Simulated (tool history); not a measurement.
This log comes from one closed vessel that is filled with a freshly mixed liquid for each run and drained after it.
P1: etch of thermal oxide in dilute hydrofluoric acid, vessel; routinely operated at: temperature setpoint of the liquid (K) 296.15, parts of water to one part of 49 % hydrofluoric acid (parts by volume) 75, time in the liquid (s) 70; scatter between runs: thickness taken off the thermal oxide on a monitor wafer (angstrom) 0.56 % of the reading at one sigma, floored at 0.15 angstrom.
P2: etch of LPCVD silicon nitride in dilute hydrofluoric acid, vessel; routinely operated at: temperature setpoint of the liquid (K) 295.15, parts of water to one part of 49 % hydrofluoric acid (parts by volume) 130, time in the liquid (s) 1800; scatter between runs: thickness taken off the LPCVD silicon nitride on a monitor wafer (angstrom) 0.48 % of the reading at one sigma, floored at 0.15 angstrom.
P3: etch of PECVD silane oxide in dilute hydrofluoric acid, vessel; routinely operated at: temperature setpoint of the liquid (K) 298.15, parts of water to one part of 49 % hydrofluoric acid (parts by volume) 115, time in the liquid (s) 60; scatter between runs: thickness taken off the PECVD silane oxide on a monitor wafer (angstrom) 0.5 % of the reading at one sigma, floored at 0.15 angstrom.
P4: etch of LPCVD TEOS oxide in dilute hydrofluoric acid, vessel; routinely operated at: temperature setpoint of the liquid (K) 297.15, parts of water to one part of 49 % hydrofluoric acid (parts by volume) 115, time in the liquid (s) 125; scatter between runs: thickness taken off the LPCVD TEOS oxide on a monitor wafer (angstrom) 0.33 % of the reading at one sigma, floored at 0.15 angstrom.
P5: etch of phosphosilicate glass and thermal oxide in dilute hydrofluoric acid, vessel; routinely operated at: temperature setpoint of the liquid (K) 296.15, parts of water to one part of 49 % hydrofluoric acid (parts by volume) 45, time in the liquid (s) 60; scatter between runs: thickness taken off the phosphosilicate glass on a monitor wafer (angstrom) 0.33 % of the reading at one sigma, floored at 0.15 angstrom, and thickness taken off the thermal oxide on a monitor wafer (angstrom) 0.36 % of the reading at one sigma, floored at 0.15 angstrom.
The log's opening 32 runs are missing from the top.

run	day	process that ran	temperature setpoint of the liquid (K)	parts of water to one part of 49 % hydrofluoric acid (parts by volume)	time in the liquid (s)	hours since the thermometer was replaced	hours since the hydrofluoric acid flow meter was replaced	thickness taken off the thermal oxide on a monitor wafer (angstrom)	thickness taken off the LPCVD silicon nitride on a monitor wafer (angstrom)	thickness taken off the PECVD silane oxide on a monitor wafer (angstrom)	thickness taken off the LPCVD TEOS oxide on a monitor wafer (angstrom)	thickness taken off the phosphosilicate glass on a monitor wafer (angstrom)
33	8.379	P1	296.15	75	70	121.2	887.4	44.192				
34	8.679	P1	296.15	75	70	128.4	894.6	44.785				
35	8.971	P1	296.15	75	70	135.4	901.6	45.069				
36	9.312	P1	296.15	75	70	143.6	909.8	45.350				
37	9.479	P1	296.15	75	70	147.6	913.8	46.022				
38	9.767	P1	296.15	75	70	154.5	920.7	44.744				
39	9.933	P1	296.15	75	70	158.5	924.7	45.188				
40	10.212	P1	296.15	75	70	165.2	931.4	45.567				

Predict the results of run 41:
41	10.421	P1	296.15	75	70	170.2	936.4	?				

Run 41 gave thickness taken off the thermal oxide on a monitor wafer (angstrom) 44.886.

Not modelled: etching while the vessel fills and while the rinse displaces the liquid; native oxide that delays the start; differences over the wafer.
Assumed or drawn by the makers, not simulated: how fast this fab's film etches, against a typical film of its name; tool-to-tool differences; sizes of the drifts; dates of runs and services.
